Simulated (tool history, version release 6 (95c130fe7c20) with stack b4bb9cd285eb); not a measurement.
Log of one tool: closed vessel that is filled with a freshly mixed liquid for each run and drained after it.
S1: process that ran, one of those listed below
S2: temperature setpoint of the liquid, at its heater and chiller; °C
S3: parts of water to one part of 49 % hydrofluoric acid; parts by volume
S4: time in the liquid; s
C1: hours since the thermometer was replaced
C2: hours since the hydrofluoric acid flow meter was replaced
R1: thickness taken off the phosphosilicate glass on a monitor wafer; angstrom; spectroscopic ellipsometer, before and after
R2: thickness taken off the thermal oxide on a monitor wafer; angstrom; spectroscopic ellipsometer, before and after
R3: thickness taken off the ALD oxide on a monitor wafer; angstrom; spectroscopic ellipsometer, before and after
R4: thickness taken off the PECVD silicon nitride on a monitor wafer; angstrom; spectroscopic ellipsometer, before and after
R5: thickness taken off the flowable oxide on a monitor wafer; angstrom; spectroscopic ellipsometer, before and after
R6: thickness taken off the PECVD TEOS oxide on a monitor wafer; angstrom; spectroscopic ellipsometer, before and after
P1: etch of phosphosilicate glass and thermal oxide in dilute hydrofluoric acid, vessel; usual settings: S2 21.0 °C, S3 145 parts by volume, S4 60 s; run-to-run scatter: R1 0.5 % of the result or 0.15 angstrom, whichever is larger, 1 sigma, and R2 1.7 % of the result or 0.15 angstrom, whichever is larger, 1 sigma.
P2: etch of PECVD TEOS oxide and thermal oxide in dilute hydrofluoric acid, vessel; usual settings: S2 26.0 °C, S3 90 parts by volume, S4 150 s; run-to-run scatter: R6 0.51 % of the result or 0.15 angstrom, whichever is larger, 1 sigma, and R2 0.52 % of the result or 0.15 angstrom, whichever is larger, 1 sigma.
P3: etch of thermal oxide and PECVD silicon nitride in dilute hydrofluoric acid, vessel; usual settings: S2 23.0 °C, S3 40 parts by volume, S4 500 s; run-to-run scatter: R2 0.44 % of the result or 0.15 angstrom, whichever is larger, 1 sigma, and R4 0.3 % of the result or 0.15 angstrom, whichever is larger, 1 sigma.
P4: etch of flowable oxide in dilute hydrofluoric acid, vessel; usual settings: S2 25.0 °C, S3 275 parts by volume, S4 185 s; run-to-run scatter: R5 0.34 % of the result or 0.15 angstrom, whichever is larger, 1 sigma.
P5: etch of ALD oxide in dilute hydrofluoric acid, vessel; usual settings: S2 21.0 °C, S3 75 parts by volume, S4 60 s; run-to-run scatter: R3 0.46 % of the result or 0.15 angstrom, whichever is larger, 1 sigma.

run,hour,S1,S2,S3,S4,C1,C2,R1,R2,R3,R4,R5,R6
1,3.3,P1,21.0,145,60,2078.3,416.9,596.18,15.8680,,,,
2,7.3,P5,21.0,75,60,2082.3,420.9,,,228.19,,,
3,11.0,P3,23.0,40,500,2086.0,424.6,,559.4200,,294.60,,
4,15.6,P1,21.0,205,60,2090.6,429.2,394.47,10.9340,,,,
5,19.5,P1,21.0,145,30,2094.5,433.1,295.21,8.3483,,,,
6,22.2,P5,29.0,75,60,2097.2,435.8,,,314.12,,,
7,26.8,P3,23.0,40,955,2101.8,440.4,,1068.0000,,557.47,,
8,30.3,P3,23.0,40,500,2105.3,443.9,,565.3700,,294.74,,
9,33.5,P3,23.0,55,500,2108.5,447.1,,401.1200,,216.02,,
10,36.0,P1,21.0,65,30,2111.0,449.6,722.16,19.7280,,,,
11,40.7,P4,25.0,275,185,2115.7,454.3,,,,,185.28,
12,43.8,P1,21.0,145,60,2118.8,457.4,592.01,16.1660,,,,
13,47.5,P1,29.0,145,60,2122.5,461.1,804.51,22.2530,,,,
14,50.4,P5,21.0,75,35,2125.4,464.0,,,132.98,,,
# hour 52.2: thermometer replaced
15,55.3,P4,25.0,80,185,3.1,468.9,,,,,794.72,
16,59.5,P1,21.0,145,60,7.3,473.1,590.77,16.3540,,,,
17,65.2,P1,21.0,60,60,13.0,478.8,1572.70,43.8330,,,,
18,68.4,P4,25.0,275,265,16.2,482.0,,,,,263.71,
19,73.2,P1,21.0,85,115,21.0,486.8,2101.10,56.5270,,,,
20,76.7,P3,17.5,40,500,24.5,490.3,,442.8400,,201.10,,
21,79.9,P1,21.0,145,60,27.7,493.5,589.81,15.9750,,,,
22,84.4,P2,26.0,90,150,32.2,498.0,,85.3640,,,,501.35
23,90.0,P5,21.0,75,60,37.8,503.6,,,228.32,,,
24,93.7,P1,21.0,145,60,41.5,507.3,596.22,16.3480,,,,
25,98.4,P2,18.5,90,150,46.2,512.0,,63.2870,,,,369.88
26,102.0,P5,21.0,110,60,49.8,515.6,,,150.22,,,
27,105.4,P2,26.0,90,150,53.2,519.0,,85.9760,,,,499.49
28,107.9,P2,26.0,90,30,55.7,521.5,,17.1980,,,,100.44
29,111.7,P2,26.0,20,150,59.5,525.3,,422.6800,,,,2478.60
30,115.4,P1,17.0,145,60,63.2,529.0,504.75,13.7970,,,,
31,119.6,P1,17.0,80,60,67.4,533.2,982.87,27.3960,,,,
32,124.6,P1,21.0,145,105,72.4,538.2,1041.90,28.4360,,,,
33,127.5,P1,21.0,145,60,75.3,541.1,595.39,15.7170,,,,
34,132.4,P4,18.5,275,185,80.2,546.0,,,,,146.34,
35,137.0,P1,21.0,145,60,84.8,550.6,597.43,16.5690,,,,
36,140.9,P1,21.0,145,60,88.7,554.5,572.09,15.1010,,,,
37,145.1,P1,21.0,145,60,92.9,558.7,559.77,15.1610,,,,
38,149.9,P1,21.0,145,60,97.7,563.5,553.45,15.3750,,,,
39,154.4,P1,21.0,145,60,102.2,568.0,547.03,15.5480,,,,
40,159.1,P1,21.0,145,60,106.9,572.7,543.97,15.1490,,,,
41,163.8,P1,21.0,145,60,111.6,577.4,542.71,15.1010,,,,

What P1 gives has crept away from where it was. These 2 causes fit the log equally well, each at the size given:
A: liquid colder than its thermometer reads (K) = 2.2
B: hydrofluoric acid flow below the setpoint (%) = 7.27
The creep began at about hour 137.0.

4 check runs are offered, one wafer each, their results left as question marks. Which one tells the causes apart?
check 1,168.5,P2,21.0,90,30,,,,?,,,,?
check 2,168.5,P5,28.0,75,60,,,,,?,,,
check 3,168.5,P3,23.0,40,940,,,,?,,?,,
check 4,168.5,P4,25.0,125,265,,,,,,,?,

What each check would give under each cause:
check,result,if A,if B
check 1,R2,12.7850,12.8790
check 1,R6,74.950,75.503
check 2,R3,277.46,278.27
check 3,R2,958.6000,971.2300
check 3,R4,474.79,513.22
check 4,R5,631.43,630.42
How far apart the two closest causes lie, in the result that separates them most: check 1 0.74 %; check 2 0.29 %; check 3 7.78 %; check 4 0.16 %
Only check 3 tells the causes apart: in the others they would give nearly the same result.

Then check 3 was run and gave: R2 968.1100 angstrom; R4 515.04 angstrom. Which cause is it?

It is B: hydrofluoric acid flow below the setpoint (%).
